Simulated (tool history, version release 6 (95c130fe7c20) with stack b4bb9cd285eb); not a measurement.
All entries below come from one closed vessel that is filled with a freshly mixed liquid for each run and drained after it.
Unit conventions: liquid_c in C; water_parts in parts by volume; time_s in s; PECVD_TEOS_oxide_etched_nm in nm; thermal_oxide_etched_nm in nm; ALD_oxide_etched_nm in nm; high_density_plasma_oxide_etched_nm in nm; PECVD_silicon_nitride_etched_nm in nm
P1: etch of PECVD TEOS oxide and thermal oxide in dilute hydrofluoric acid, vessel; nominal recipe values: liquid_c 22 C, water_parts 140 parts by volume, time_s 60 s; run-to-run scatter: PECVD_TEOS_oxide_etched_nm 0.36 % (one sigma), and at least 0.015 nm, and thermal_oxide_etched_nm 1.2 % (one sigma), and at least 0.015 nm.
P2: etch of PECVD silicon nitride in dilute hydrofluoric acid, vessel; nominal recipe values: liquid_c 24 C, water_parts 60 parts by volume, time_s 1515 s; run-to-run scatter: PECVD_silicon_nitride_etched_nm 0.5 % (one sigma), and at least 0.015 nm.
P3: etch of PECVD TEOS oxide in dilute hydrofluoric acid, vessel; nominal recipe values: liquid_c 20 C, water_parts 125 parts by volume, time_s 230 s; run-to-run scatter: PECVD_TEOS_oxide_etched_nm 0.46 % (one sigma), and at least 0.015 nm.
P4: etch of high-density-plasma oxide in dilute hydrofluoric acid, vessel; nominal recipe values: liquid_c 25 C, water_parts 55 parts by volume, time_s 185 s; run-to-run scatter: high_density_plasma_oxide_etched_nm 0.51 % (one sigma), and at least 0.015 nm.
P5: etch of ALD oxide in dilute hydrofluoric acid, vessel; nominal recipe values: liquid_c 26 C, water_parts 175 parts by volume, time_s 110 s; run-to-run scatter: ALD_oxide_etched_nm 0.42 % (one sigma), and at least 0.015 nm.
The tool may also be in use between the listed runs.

| run | hour | process | liquid_c | water_parts | time_s | PECVD_TEOS_oxide_etched_nm | thermal_oxide_etched_nm | ALD_oxide_etched_nm | high_density_plasma_oxide_etched_nm | PECVD_silicon_nitride_etched_nm |
|---|---|---|---|---|---|---|---|---|---|---|
| 1 | 6.4 | P1 | 22 | 140 | 60 | 7.7535 | 1.8811 |  |  |  |
| 2 | 13.5 | P5 | 26 | 35 | 110 |  |  | 55.349 |  |  |
| 3 | 19.1 | P3 | 20 | 185 | 230 | 13.13 |  |  |  |  |
| 4 | 24.9 | P5 | 26 | 175 | 30 |  |  | 2.5333 |  |  |
| 5 | 28.9 | P3 | 20 | 125 | 230 | 20.815 |  |  |  |  |
| 6 | 34.9 | P1 | 22 | 140 | 110 | 14.169 | 3.4408 |  |  |  |
| 7 | 41.3 | P1 | 22 | 30 | 30 | 20.69 | 4.8796 |  |  |  |
| 8 | 48.9 | P1 | 22 | 140 | 60 | 7.7605 | 1.7898 |  |  |  |
| 9 | 54 | P5 | 26 | 175 | 110 |  |  | 9.1797 |  |  |
| 10 | 60.7 | P1 | 30.5 | 140 | 60 | 10.615 | 2.5192 |  |  |  |
| 11 | 67.7 | P4 | 20.5 | 55 | 185 |  |  |  | 22.79 |  |
| 12 | 75 | P1 | 22 | 140 | 60 | 7.7358 | 1.8321 |  |  |  |
| 13 | 80.8 | P1 | 22 | 140 | 60 | 7.7257 | 1.8015 |  |  |  |
| 14 | 84.5 | P4 | 25 | 55 | 55 |  |  |  | 8.0896 |  |
| 15 | 92.1 | P3 | 20 | 125 | 230 | 20.822 |  |  |  |  |
| 16 | 97.4 | P2 | 24 | 60 | 1515 |  |  |  |  | 42.315 |
| 17 | 103.7 | P4 | 25 | 55 | 185 |  |  |  | 27.283 |  |
| 18 | 110.6 | P1 | 17 | 140 | 60 | 6.2971 | 1.4906 |  |  |  |
| 19 | 114.6 | P1 | 22 | 250 | 60 | 3.8843 | 0.92315 |  |  |  |
| 20 | 119.4 | P2 | 24 | 110 | 1515 |  |  |  |  | 23.48 |
| 21 | 127 | P1 | 22 | 80 | 60 | 14.543 | 3.4038 |  |  |  |
| 22 | 133.1 | P2 | 24 | 60 | 1515 |  |  |  |  | 42.436 |
| 23 | 136.6 | P1 | 22 | 140 | 35 | 4.5271 | 1.0796 |  |  |  |
| 24 | 140.5 | P3 | 20 | 125 | 30 | 2.677 |  |  |  |  |
| 25 | 146.2 | P5 | 19 | 175 | 110 |  |  | 7.1124 |  |  |
| 26 | 151.5 | P3 | 17 | 125 | 230 | 18.376 |  |  |  |  |
| 27 | 156.2 | P1 | 22 | 140 | 60 | 7.7561 | 1.8202 |  |  |  |
| 28 | 163 | P1 | 22 | 140 | 60 | 7.7011 | 1.8829 |  |  |  |
| 29 | 167.6 | P4 | 25 | 90 | 185 |  |  |  | 15.899 |  |
| 30 | 172.4 | P2 | 24 | 60 | 85 |  |  |  |  | 2.3475 |
| 31 | 178.4 | P2 | 29 | 60 | 1515 |  |  |  |  | 59.247 |
| 32 | 182.9 | P1 | 22 | 140 | 60 | 7.6924 | 1.8566 |  |  |  |
| 33 | 187.5 | P1 | 22 | 140 | 60 | 7.4965 | 1.7721 |  |  |  |
| 34 | 193.8 | P1 | 22 | 140 | 60 | 7.4158 | 1.7801 |  |  |  |
| 35 | 201 | P1 | 22 | 140 | 60 | 7.2428 | 1.7093 |  |  |  |
| 36 | 204.6 | P1 | 22 | 140 | 60 | 7.2321 | 1.7117 |  |  |  |
| 37 | 211.3 | P1 | 22 | 140 | 60 | 7.1646 | 1.7238 |  |  |  |
| 38 | 216 | P1 | 22 | 140 | 60 | 7.1385 | 1.7196 |  |  |  |
| 39 | 220.9 | P1 | 22 | 140 | 60 | 7.1553 | 1.6783 |  |  |  |
| 40 | 228.6 | P1 | 22 | 140 | 60 | 7.1344 | 1.6587 |  |  |  |
| 41 | 234.1 | P1 | 22 | 140 | 60 | 7.0988 | 1.676 |  |  |  |
| 42 | 239.8 | P1 | 22 | 140 | 60 | 7.1557 | 1.6312 |  |  |  |

The log shows P1 creeping away from where it was. Any of the 2 causes listed here, at the size stated for it, fits the log just as well as the others:
A: hydrofluoric acid flow below the setpoint (%) = 7.1
B: liquid colder than its thermometer reads (K) = 2.16
The creep began at about hour 182.9.

Which of the 4 check runs listed below separates the causes, so that each cause would produce a clearly different result? Each run uses one wafer, and its results are marked with question marks.
| check 1 | 245.5 | P2 | 28 | 60 | 125 |  |  |  |  | ? |
| check 2 | 245.5 | P3 | 17 | 125 | 60 | ? |  |  |  |  |
| check 3 | 245.5 | P4 | 21 | 85 | 185 |  |  |  | ? |  |
| check 4 | 245.5 | P5 | 20.5 | 175 | 110 |  |  | ? |  |  |

Outcome of each check run for each possible cause:
| check | result | if A | if B |
|---|---|---|---|
| check 1 | PECVD_silicon_nitride_etched_nm | 4.2467 | 3.9644 |
| check 2 | PECVD_TEOS_oxide_etched_nm | 4.4005 | 4.3672 |
| check 3 | high_density_plasma_oxide_etched_nm | 13.309 | 13.197 |
| check 4 | ALD_oxide_etched_nm | 6.8658 | 6.8796 |
Per check, the gap between the least separated pair of causes, taken in the result that splits them most: check 1 6.88 %; check 2 0.76 %; check 3 0.84 %; check 4 0.2 %
The causes can be told apart only by check 1. The other checks would give nearly the same results under each of them.

Check 1 was then run and gave: PECVD_silicon_nitride_etched_nm 3.9867 nm. Which cause is it?

The cause is B: liquid colder than its thermometer reads (K).
